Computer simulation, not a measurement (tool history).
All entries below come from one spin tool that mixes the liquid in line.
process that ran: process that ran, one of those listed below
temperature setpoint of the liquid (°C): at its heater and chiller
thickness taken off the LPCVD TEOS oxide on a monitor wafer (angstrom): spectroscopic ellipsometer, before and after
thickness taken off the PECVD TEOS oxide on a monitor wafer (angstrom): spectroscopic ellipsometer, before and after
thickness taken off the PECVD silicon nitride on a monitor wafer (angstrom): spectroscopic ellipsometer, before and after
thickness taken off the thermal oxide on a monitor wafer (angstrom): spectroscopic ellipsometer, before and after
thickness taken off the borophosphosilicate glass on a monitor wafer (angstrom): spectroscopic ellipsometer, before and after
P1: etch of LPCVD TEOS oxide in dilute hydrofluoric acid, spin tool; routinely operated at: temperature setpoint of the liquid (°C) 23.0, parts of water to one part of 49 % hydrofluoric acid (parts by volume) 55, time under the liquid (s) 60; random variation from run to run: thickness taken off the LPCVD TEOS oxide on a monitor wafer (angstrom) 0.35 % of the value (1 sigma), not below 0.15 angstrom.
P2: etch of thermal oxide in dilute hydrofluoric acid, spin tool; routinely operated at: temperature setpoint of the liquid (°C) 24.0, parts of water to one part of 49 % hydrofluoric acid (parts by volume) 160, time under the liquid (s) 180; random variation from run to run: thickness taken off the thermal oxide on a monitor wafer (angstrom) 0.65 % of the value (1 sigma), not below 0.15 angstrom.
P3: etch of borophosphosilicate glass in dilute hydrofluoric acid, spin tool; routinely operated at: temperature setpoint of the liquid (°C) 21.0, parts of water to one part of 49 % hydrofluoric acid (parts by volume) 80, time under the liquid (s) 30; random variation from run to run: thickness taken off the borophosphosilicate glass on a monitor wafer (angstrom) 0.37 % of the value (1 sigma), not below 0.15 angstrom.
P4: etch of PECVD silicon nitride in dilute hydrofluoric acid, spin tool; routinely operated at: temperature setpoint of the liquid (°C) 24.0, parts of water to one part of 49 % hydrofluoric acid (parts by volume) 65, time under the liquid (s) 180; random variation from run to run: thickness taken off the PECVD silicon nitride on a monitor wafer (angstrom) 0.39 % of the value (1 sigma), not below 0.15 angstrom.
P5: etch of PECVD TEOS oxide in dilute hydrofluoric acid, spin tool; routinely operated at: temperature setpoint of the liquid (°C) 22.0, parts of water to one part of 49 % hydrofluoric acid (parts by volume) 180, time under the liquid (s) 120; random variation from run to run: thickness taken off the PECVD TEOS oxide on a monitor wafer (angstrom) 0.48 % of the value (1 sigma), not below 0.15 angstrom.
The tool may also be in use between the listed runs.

run   hour  process that ran  temperature setpoint of the liquid (°C)  parts of water to one part of 49 % hydrofluoric acid (parts by volume)  time under the liquid (s)  hours since the thermometer was replaced  hours since the hydrofluoric acid flow meter was replaced  thickness taken off the LPCVD TEOS oxide on a monitor wafer (angstrom)  thickness taken off the PECVD TEOS oxide on a monitor wafer (angstrom)  thickness taken off the PECVD silicon nitride on a monitor wafer (angstrom)  thickness taken off the thermal oxide on a monitor wafer (angstrom)  thickness taken off the borophosphosilicate glass on a monitor wafer (angstrom)
  1    2.8                P1                                     23.0                                                                      55                         60                                    1943.6                                                      123.0                                                                  433.62
  2    5.6                P5                                     22.0                                                                     180                        120                                    1946.4                                                      125.8                                                                                                                                          52.959
  3    8.6                P1                                     23.0                                                                      55                         60                                    1949.4                                                      128.8                                                                  432.58
  4   12.2                P4                                     17.0                                                                      65                        180                                    1953.0                                                      132.4                                                                                                                                                                                                                       96.108
  5   16.6                P1                                     23.0                                                                      55                         60                                    1957.4                                                      136.8                                                                  431.64
  6   21.2                P1                                     23.0                                                                     105                         60                                    1962.0                                                      141.4                                                                  213.60
  7   26.0                P4                                     24.0                                                                      20                        180                                    1966.8                                                      146.2                                                                                                                                                                                                                      486.000
  8   32.1                P1                                     23.0                                                                      55                         95                                    1972.9                                                      152.3                                                                  685.32
  9   38.2                P1                                     23.0                                                                      55                         60                                    1979.0                                                      158.4                                                                  432.96
 10   43.2                P2                                     24.0                                                                     160                        180                                    1984.0                                                      163.4                                                                                                                                                                                                                                                                                            47.158
 11   48.1                P5                                     22.0                                                                     180                        120                                    1988.9                                                      168.3                                                                                                                                          52.515
 12   51.9                P2                                     24.0                                                                     160                         80                                    1992.7                                                      172.1                                                                                                                                                                                                                                                                                            20.737
      52.4  -- hydrofluoric acid flow meter replaced
 13   57.4                P2                                     29.5                                                                     160                        180                                    1998.2                                                        5.0                                                                                                                                                                                                                                                                                            58.119
 14   63.2                P1                                     23.0                                                                      20                         60                                    2004.0                                                       10.8                                                                 1242.30
 15   65.9                P2                                     24.0                                                                      25                        180                                    2006.7                                                       13.5                                                                                                                                                                                                                                                                                           363.930
 16   68.9                P3                                     21.0                                                                      80                         15                                    2009.7                                                       16.5                                                                                                                                                                                                                                                                                                                                                                             79.793
 17   72.7                P3                                     21.0                                                                      80                         30                                    2013.5                                                       20.3                                                                                                                                                                                                                                                                                                                                                                            159.790
 18   77.0                P1                                     30.0                                                                      80                         60                                    2017.8                                                       24.6                                                                  381.32
 19   80.4                P1                                     23.0                                                                      55                         60                                    2021.2                                                       28.0                                                                  432.98
 20   84.9                P4                                     24.0                                                                      65                        360                                    2025.7                                                       32.5                                                                                                                                                                                                                      309.320
 21   89.4                P1                                     23.0                                                                      30                         25                                    2030.2                                                       37.0                                                                  340.52
 22   93.7                P5                                     27.0                                                                     180                        120                                    2034.5                                                       41.3                                                                                                                                          63.463
 23   97.1                P5                                     22.0                                                                      75                        120                                    2037.9                                                       44.7                                                                                                                                         141.360
 24   99.9                P1                                     29.5                                                                      55                         60                                    2040.7                                                       47.5                                                                  560.03
 25  103.4                P1                                     17.5                                                                      55                         60                                    2044.2                                                       51.0                                                                  346.46
 26  108.7                P1                                     23.0                                                                      55                         60                                    2049.5                                                       56.3                                                                  434.96
 27  111.9                P1                                     23.0                                                                      55                         15                                    2052.7                                                       59.5                                                                  108.44
 28  117.8                P3                                     17.0                                                                      80                         30                                    2058.6                                                       65.4                                                                                                                                                                                                                                                                                                                                                                            133.510
 29  122.4                P4                                     24.0                                                                      65                        180                                    2063.2                                                       70.0                                                                                                                                                                                                                      154.580
 30  125.8                P5                                     22.0                                                                     180                         35                                    2066.6                                                       73.4                                                                                                                                          15.358
 31  128.7                P3                                     21.0                                                                      40                         30                                    2069.5                                                       76.3                                                                                                                                                                                                                                                                                                                                                                            332.960

Expected results for the next run?
 32  134.7                P1                                     23.0                                                                      55                         60                                    2075.5                                                       82.3                                                                       ?

{"run 32": {"thickness taken off the LPCVD TEOS oxide on a monitor wafer (angstrom)": 433.59}}
